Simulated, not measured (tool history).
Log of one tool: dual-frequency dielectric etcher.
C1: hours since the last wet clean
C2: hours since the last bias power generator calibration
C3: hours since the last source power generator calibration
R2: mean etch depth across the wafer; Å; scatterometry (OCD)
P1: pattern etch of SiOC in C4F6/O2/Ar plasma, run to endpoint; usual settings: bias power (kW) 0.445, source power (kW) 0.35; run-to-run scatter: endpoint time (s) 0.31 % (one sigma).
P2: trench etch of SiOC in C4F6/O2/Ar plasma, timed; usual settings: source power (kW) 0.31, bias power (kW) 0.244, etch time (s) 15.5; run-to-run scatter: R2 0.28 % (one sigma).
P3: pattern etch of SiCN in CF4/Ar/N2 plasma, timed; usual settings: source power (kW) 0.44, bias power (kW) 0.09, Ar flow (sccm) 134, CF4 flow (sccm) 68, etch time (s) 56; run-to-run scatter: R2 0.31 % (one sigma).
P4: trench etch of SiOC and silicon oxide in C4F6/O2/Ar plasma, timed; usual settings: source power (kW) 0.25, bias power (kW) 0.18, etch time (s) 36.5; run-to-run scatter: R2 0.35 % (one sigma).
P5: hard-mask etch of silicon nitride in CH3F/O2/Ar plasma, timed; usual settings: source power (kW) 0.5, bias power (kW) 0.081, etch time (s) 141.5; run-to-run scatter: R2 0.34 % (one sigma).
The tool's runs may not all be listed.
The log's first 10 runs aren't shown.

{"run": 11, "hour": 43.2, "process that ran": "P3", "bias power (kW)": 0.09, "source power (kW)": 0.44, "etch time (s)": 70, "Ar flow (sccm)": 134, "CF4 flow (sccm)": 68, "C1": 10.3, "C2": 523.2, "C3": 2694.2, "R2": 619.34}
{"run": 12, "hour": 46.9, "process that ran": "P1", "bias power (kW)": 0.445, "source power (kW)": 0.35, "C1": 14, "C2": 526.9, "C3": 2697.9, "endpoint time (s)": 18.685}
{"run": 13, "hour": 50.2, "process that ran": "P3", "bias power (kW)": 0.09, "source power (kW)": 0.44, "etch time (s)": 56, "Ar flow (sccm)": 134, "CF4 flow (sccm)": 68, "C1": 17.3, "C2": 530.2, "C3": 2701.2, "R2": 500.32}
{"run": 14, "hour": 55.7, "process that ran": "P3", "bias power (kW)": 0.09, "source power (kW)": 0.44, "etch time (s)": 56, "Ar flow (sccm)": 93, "CF4 flow (sccm)": 68, "C1": 22.8, "C2": 535.7, "C3": 2706.7, "R2": 524.85}
{"run": 15, "hour": 58.9, "process that ran": "P5", "bias power (kW)": 0.081, "source power (kW)": 0.35, "etch time (s)": 141.5, "C1": 26, "C2": 538.9, "C3": 2709.9, "R2": 997.39}
{"run": 16, "hour": 61.7, "process that ran": "P4", "bias power (kW)": 0.147, "source power (kW)": 0.25, "etch time (s)": 36.5, "C1": 28.8, "C2": 541.7, "C3": 2712.7, "R2": 562.31}
{"run": 17, "hour": 66.1, "process that ran": "P5", "bias power (kW)": 0.081, "source power (kW)": 0.5, "etch time (s)": 141.5, "C1": 33.2, "C2": 546.1, "C3": 2717.1, "R2": 1144.5}
{"run": 18, "hour": 69.3, "process that ran": "P2", "bias power (kW)": 0.244, "source power (kW)": 0.31, "etch time (s)": 9.5, "C1": 36.4, "C2": 549.3, "C3": 2720.3, "R2": 193.66}
{"run": 19, "hour": 73.1, "process that ran": "P3", "bias power (kW)": 0.117, "source power (kW)": 0.44, "etch time (s)": 56, "Ar flow (sccm)": 134, "CF4 flow (sccm)": 68, "C1": 40.2, "C2": 553.1, "C3": 2724.1, "R2": 551.22}
{"run": 20, "hour": 78.2, "process that ran": "P1", "bias power (kW)": 0.554, "source power (kW)": 0.35, "C1": 45.3, "C2": 558.2, "C3": 2729.2, "endpoint time (s)": 17.171}
{"run": 21, "hour": 83.1, "process that ran": "P5", "bias power (kW)": 0.081, "source power (kW)": 0.5, "etch time (s)": 141.5, "C1": 50.2, "C2": 563.1, "C3": 2734.1, "R2": 1138.3}
{"run": 22, "hour": 86.6, "process that ran": "P1", "bias power (kW)": 0.445, "source power (kW)": 0.35, "C1": 53.7, "C2": 566.6, "C3": 2737.6, "endpoint time (s)": 18.636}
{"run": 23, "hour": 89.9, "process that ran": "P2", "bias power (kW)": 0.244, "source power (kW)": 0.31, "etch time (s)": 15.5, "C1": 57, "C2": 569.9, "C3": 2740.9, "R2": 315.99}
{"run": 24, "hour": 94.1, "process that ran": "P5", "bias power (kW)": 0.113, "source power (kW)": 0.5, "etch time (s)": 141.5, "C1": 61.2, "C2": 574.1, "C3": 2745.1, "R2": 1288.8}
{"run": 25, "hour": 97.3, "process that ran": "P1", "bias power (kW)": 0.445, "source power (kW)": 0.35, "C1": 64.4, "C2": 577.3, "C3": 2748.3, "endpoint time (s)": 18.543}
{"run": 26, "hour": 101.6, "process that ran": "P2", "bias power (kW)": 0.244, "source power (kW)": 0.4, "etch time (s)": 15.5, "C1": 68.7, "C2": 581.6, "C3": 2752.6, "R2": 350.05}
{"run": 27, "hour": 107.2, "process that ran": "P3", "bias power (kW)": 0.09, "source power (kW)": 0.44, "etch time (s)": 56, "Ar flow (sccm)": 134, "CF4 flow (sccm)": 96, "C1": 74.3, "C2": 587.2, "C3": 2758.2, "R2": 520.08}
{"run": 28, "hour": 110.7, "process that ran": "P1", "bias power (kW)": 0.445, "source power (kW)": 0.35, "C1": 77.8, "C2": 590.7, "C3": 2761.7, "endpoint time (s)": 18.651}

Run 29 comes next. What will it give?
{"run": 29, "hour": 113.6, "process that ran": "P1", "bias power (kW)": 0.345, "source power (kW)": 0.49, "C1": 80.7, "C2": 593.6, "C3": 2764.6, "endpoint time (s)": "?"}

Run 29 gave endpoint time (s) 18.044.
